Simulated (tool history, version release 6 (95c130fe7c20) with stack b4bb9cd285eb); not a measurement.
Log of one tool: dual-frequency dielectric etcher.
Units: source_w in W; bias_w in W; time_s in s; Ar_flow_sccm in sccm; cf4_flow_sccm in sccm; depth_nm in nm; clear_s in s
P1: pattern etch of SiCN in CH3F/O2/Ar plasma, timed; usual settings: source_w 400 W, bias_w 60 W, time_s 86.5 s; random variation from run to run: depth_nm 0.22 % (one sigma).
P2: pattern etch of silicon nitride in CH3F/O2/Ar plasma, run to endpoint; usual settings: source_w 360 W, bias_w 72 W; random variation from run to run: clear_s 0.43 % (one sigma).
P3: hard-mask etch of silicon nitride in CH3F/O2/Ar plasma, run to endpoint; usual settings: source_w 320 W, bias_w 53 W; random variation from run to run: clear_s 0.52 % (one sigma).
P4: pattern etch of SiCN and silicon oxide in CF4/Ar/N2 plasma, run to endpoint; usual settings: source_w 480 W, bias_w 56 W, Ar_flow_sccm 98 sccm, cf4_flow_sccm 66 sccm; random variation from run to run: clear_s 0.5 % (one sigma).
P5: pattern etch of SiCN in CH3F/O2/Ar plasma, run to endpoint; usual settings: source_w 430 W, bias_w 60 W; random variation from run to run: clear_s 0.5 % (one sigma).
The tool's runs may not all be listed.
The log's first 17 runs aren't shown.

run	hour	process	source_w	bias_w	time_s	Ar_flow_sccm	cf4_flow_sccm	hours since the last wet clean	hours since the last source power generator calibration	hours since the last bias power generator calibration	depth_nm	clear_s
18	78.5	P4	480	56		98	92	274.4	1204.7	2672.5		16.948
19	81.4	P1	550	60	86.5			277.3	1207.6	2675.4	34.196	
20	87.1	P3	250	53				283.0	1213.3	2681.1		90.368
21	92.6	P1	400	60	86.5			288.5	1218.8	2686.6	30.057	
22	97.4	P1	400	72	86.5			293.3	1223.6	2691.4	32.274	
23	102.0	P2	360	46				297.9	1228.2	2696.0		52.463
24	106.5	P1	400	60	86.5			302.4	1232.7	2700.5	30.320	
25	109.3	P5	430	60				305.2	1235.5	2703.3		24.623
26	114.2	P4	480	56		98	66	310.1	1240.4	2708.2		17.860
27	119.2	P4	480	56		70	66	315.1	1245.4	2713.2		16.856
28	124.1	P4	480	56		98	66	320.0	1250.3	2718.1		17.841
29	127.6	P5	430	60				323.5	1253.8	2721.6		24.901
30	130.5	P1	400	60	127.0			326.4	1256.7	2724.5	44.327	
31	135.3	P1	400	60	86.5			331.2	1261.5	2729.3	30.329	
32	140.7	P1	400	60	86.5			336.6	1266.9	2734.7	29.953	
33	143.6	P1	400	60	86.5			339.5	1269.8	2737.6	29.973	
34	149.0	P1	400	60	86.5			344.9	1275.2	2743.0	29.879	
35	152.9	P1	400	60	86.5			348.8	1279.1	2746.9	29.856	
36	155.8	P1	400	60	86.5			351.7	1282.0	2749.8	29.860	
37	159.8	P1	400	60	86.5			355.7	1286.0	2753.8	29.776	
# hour 162.4: wet clean of the chamber
38	163.1	P1	400	60	86.5			0.8	1289.3	2757.1	29.779	

The next listed run, before its measurement:
39	168.9	P1	400	60	86.5			6.6	1295.1	2762.9	?	

{"run 39": {"depth_nm": 29.865}}

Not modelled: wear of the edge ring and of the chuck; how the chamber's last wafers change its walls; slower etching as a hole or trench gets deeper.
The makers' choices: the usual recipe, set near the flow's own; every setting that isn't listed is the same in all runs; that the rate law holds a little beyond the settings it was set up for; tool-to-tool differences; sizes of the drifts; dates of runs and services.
